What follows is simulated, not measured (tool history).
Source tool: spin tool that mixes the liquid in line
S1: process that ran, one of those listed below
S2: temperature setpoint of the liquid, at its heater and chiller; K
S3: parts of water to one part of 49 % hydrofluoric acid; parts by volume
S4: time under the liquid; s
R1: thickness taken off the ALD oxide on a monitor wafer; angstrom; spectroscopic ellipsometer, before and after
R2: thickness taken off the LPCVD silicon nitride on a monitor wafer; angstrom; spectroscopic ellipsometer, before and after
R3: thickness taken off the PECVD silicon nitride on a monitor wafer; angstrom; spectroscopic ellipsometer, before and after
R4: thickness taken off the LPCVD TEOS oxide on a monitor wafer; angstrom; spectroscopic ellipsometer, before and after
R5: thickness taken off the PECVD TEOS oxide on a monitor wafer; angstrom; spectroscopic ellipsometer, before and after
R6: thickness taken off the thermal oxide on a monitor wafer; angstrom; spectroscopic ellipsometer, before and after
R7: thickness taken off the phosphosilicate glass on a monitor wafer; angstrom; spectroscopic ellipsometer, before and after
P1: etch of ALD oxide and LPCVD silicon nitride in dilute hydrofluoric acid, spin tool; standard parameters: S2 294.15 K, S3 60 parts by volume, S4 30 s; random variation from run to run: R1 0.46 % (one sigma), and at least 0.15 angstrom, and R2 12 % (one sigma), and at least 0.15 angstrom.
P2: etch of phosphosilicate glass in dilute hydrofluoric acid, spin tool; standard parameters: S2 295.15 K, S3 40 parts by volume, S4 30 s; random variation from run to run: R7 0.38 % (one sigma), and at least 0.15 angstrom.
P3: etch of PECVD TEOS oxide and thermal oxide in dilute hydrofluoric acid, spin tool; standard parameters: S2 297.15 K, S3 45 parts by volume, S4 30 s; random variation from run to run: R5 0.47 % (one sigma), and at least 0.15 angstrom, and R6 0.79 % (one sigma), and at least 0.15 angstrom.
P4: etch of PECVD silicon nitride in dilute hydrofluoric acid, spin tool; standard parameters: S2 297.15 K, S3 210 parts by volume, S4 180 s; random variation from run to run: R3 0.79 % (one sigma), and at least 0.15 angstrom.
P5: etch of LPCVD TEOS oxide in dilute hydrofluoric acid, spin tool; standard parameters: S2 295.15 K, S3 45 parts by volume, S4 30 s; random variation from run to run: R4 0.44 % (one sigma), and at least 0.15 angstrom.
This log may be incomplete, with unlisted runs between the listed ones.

run	hour	S1	S2	S3	S4	R1	R2	R3	R4	R5	R6	R7
1	4.1	P1	294.15	60	30	95.292	1.96100					
2	9.0	P1	294.15	60	30	94.149	1.87950					
3	11.9	P1	294.15	60	30	94.218	2.24220					
4	16.5	P4	301.65	210	180			47.893				
5	21.7	P5	290.15	45	30				193.27			
6	24.8	P5	295.15	65	30				162.22			
7	30.3	P1	290.15	60	30	79.731	1.39130					
8	33.0	P4	297.15	210	355			69.991				
9	38.1	P3	290.65	45	30					90.981	26.810	
10	42.1	P1	294.15	60	30	94.201	2.31500					
11	45.5	P4	297.15	105	180			70.685				
12	48.9	P5	295.15	45	30				238.48			
13	54.9	P3	297.15	20	30					280.610	80.409	
14	58.3	P1	294.15	60	15	46.888	0.80588					
15	63.6	P1	301.15	60	30	125.850	3.98930					
16	67.8	P1	294.15	60	30	94.691	2.10310					
17	73.1	P1	294.15	60	50	156.370	3.27960					
18	77.9	P2	295.15	20	30							1270.30
19	81.6	P5	295.15	45	30				238.04			
20	87.7	P1	294.15	100	30	53.809	1.21500					
21	90.6	P1	294.15	20	30	296.150	6.09030					
22	96.2	P4	297.15	210	180			35.495				
23	100.0	P2	295.15	40	60							1232.00
24	103.2	P5	295.15	45	60				477.74			
25	107.1	P1	301.15	40	30	196.420	5.29010					
26	110.5	P3	297.15	45	30					121.490	34.261	
27	114.3	P2	290.15	40	30							500.92
28	117.0	P1	294.15	60	30	94.590	1.86640					
29	121.5	P1	298.65	60	45	169.260	4.54210					
30	126.6	P4	297.15	210	180			35.883				
31	131.6	P3	297.15	45	50					200.820	58.761	
32	137.9	P1	294.15	60	30	95.206	2.04200					
33	142.8	P2	295.15	40	30							612.56
34	145.7	P1	294.15	60	30	94.710	1.49220					
35	150.6	P1	294.15	60	30	97.789	1.64390					

Run 36 has not been measured yet. What should we expect?
36	153.8	P1	294.15	60	30	?	?					

{"run 36": {"R1": 99.139, "R2": 1.7984}}
